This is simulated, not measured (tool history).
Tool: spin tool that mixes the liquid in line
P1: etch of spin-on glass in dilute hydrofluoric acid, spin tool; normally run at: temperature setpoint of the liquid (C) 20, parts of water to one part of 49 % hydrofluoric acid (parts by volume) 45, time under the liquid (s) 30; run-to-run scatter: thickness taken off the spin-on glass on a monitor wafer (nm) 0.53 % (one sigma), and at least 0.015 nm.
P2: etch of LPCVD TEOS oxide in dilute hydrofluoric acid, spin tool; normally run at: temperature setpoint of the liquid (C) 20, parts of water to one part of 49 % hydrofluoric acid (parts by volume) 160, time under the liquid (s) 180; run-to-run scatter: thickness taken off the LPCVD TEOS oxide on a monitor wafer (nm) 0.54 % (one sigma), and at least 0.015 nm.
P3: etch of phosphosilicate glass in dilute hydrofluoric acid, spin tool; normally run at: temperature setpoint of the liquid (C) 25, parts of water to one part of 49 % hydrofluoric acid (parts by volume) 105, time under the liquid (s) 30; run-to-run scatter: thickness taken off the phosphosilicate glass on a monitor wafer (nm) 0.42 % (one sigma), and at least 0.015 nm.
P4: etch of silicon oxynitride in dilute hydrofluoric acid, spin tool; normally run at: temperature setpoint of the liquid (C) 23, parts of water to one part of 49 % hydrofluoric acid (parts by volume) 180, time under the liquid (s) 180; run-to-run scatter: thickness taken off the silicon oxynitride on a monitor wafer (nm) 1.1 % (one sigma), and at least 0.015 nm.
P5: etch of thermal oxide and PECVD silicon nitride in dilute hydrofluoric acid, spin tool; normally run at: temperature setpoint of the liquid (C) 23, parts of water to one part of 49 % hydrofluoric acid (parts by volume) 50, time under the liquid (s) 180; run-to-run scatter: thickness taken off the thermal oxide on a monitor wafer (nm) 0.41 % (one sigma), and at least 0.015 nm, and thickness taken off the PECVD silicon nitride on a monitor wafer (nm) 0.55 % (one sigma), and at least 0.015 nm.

run,day,process that ran,temperature setpoint of the liquid (C),parts of water to one part of 49 % hydrofluoric acid (parts by volume),time under the liquid (s),hours since the thermometer was replaced,hours since the hydrofluoric acid flow meter was replaced,thickness taken off the spin-on glass on a monitor wafer (nm),thickness taken off the silicon oxynitride on a monitor wafer (nm),thickness taken off the thermal oxide on a monitor wafer (nm),thickness taken off the PECVD silicon nitride on a monitor wafer (nm),thickness taken off the LPCVD TEOS oxide on a monitor wafer (nm),thickness taken off the phosphosilicate glass on a monitor wafer (nm)
1,0.338,P1,20,45,30,1432.2,267.7,24.892,,,,,
2,0.671,P1,17,70,30,1440.2,275.7,13.68,,,,,
3,1.008,P4,30.5,180,180,1448.3,283.8,,3.5132,,,,
4,1.292,P1,20,45,30,1455.1,290.6,24.846,,,,,
5,1.567,P5,23,50,35,1461.7,297.2,,,3.2915,3.631,,
6,1.85,P4,23,180,180,1468.5,304,,2.5054,,,,
7,2.112,P2,20,160,180,1474.8,310.3,,,,,16.567,
8,2.342,P1,28,45,30,1480.3,315.8,34.887,,,,,
9,2.612,P3,25,105,15,1486.8,322.3,,,,,,18.436
10,2.917,P2,17,160,180,1494.1,329.6,,,,,14.514,
11,3.15,P4,23,55,180,1499.7,335.2,,9.0071,,,,
12,3.429,P4,23,180,180,1506.4,341.9,,2.5063,,,,
13,3.7,P2,20,160,180,1512.9,348.4,,,,,16.331,
14,3.921,P2,20,160,75,1518.2,353.7,,,,,6.8247,
# day 4: hydrofluoric acid flow meter replaced
15,4.196,P5,17.5,50,180,1524.8,4.7,,,13.404,12.737,,
16,4.496,P3,25,50,30,1532,11.9,,,,,,83.281
17,4.7,P5,23,50,180,1536.9,16.8,,,16.884,18.821,,
18,5.05,P5,23,50,180,1545.3,25.2,,,16.739,18.648,,
19,5.325,P1,20,45,30,1551.9,31.8,24.87,,,,,
20,5.625,P1,20,45,15,1559.1,39,12.289,,,,,
21,5.925,P5,23,20,180,1566.3,46.2,,,44.054,45.273,,
22,6.196,P1,20,45,30,1572.8,52.7,24.873,,,,,
23,6.579,P1,20,20,30,1582,61.9,57.443,,,,,
24,6.892,P1,24.5,45,15,1589.5,69.4,15.002,,,,,
25,7.092,P3,17,105,30,1594.3,74.2,,,,,,26.723
26,7.388,P1,20,65,30,1601.4,81.3,16.698,,,,,
27,7.729,P4,23,180,90,1609.6,89.5,,1.2484,,,,
28,8.071,P1,17,45,30,1617.8,97.7,21.779,,,,,
29,8.458,P3,25,105,30,1627.1,107,,,,,,36.784
30,8.717,P1,20,45,50,1633.3,113.2,41.309,,,,,
31,8.975,P2,20,265,180,1639.5,119.4,,,,,8.9437,
32,9.354,P1,20,45,30,1648.6,128.5,24.94,,,,,
33,9.638,P1,20,45,30,1655.4,135.3,25.492,,,,,
34,9.983,P1,20,45,30,1663.7,143.6,26.407,,,,,
35,10.158,P1,20,45,30,1667.9,147.8,26.579,,,,,
36,10.475,P1,20,45,30,1675.5,155.4,27.018,,,,,
37,10.725,P1,20,45,30,1681.5,161.4,27.134,,,,,
38,10.996,P1,20,45,30,1688,167.9,27.414,,,,,
39,11.304,P1,20,45,30,1695.4,175.3,27.196,,,,,

What P1 gives has crept away from where it was. These 2 causes fit the log equally well, each at the size given:
A: liquid hotter than its thermometer reads (K) = 2.17
B: hydrofluoric acid flow above the setpoint (%) = 9.1
The creep began at about day 9.354.

4 check runs are offered, one wafer each, their results left as question marks. Which one tells the causes apart?
check 1,11.612,P3,17.5,105,30,,,,,,,,?
check 2,11.612,P2,17,160,180,,,,,,,?,
check 3,11.612,P4,27,180,105,,,,?,,,,
check 4,11.612,P5,18.5,50,180,,,,,?,?,,

What each check would give under each cause:
check,result,if A,if B
check 1,thickness taken off the phosphosilicate glass on a monitor wafer (nm),29.775,29.964
check 2,thickness taken off the LPCVD TEOS oxide on a monitor wafer (nm),15.826,16.025
check 3,thickness taken off the silicon oxynitride on a monitor wafer (nm),1.9223,1.9337
check 4,thickness taken off the thermal oxide on a monitor wafer (nm),15.336,15.328
check 4,thickness taken off the PECVD silicon nitride on a monitor wafer (nm),15.946,14.916
How far apart the two closest causes lie, in the result that separates them most: check 1 0.63 %; check 2 1.25 %; check 3 0.59 %; check 4 6.68 %
Only check 4 tells the causes apart: in the others they would give nearly the same result.

Check 4 was then run and gave: thickness taken off the thermal oxide on a monitor wafer (nm) 15.277; thickness taken off the PECVD silicon nitride on a monitor wafer (nm) 14.899. Which cause is it?

It is B: hydrofluoric acid flow above the setpoint (%).

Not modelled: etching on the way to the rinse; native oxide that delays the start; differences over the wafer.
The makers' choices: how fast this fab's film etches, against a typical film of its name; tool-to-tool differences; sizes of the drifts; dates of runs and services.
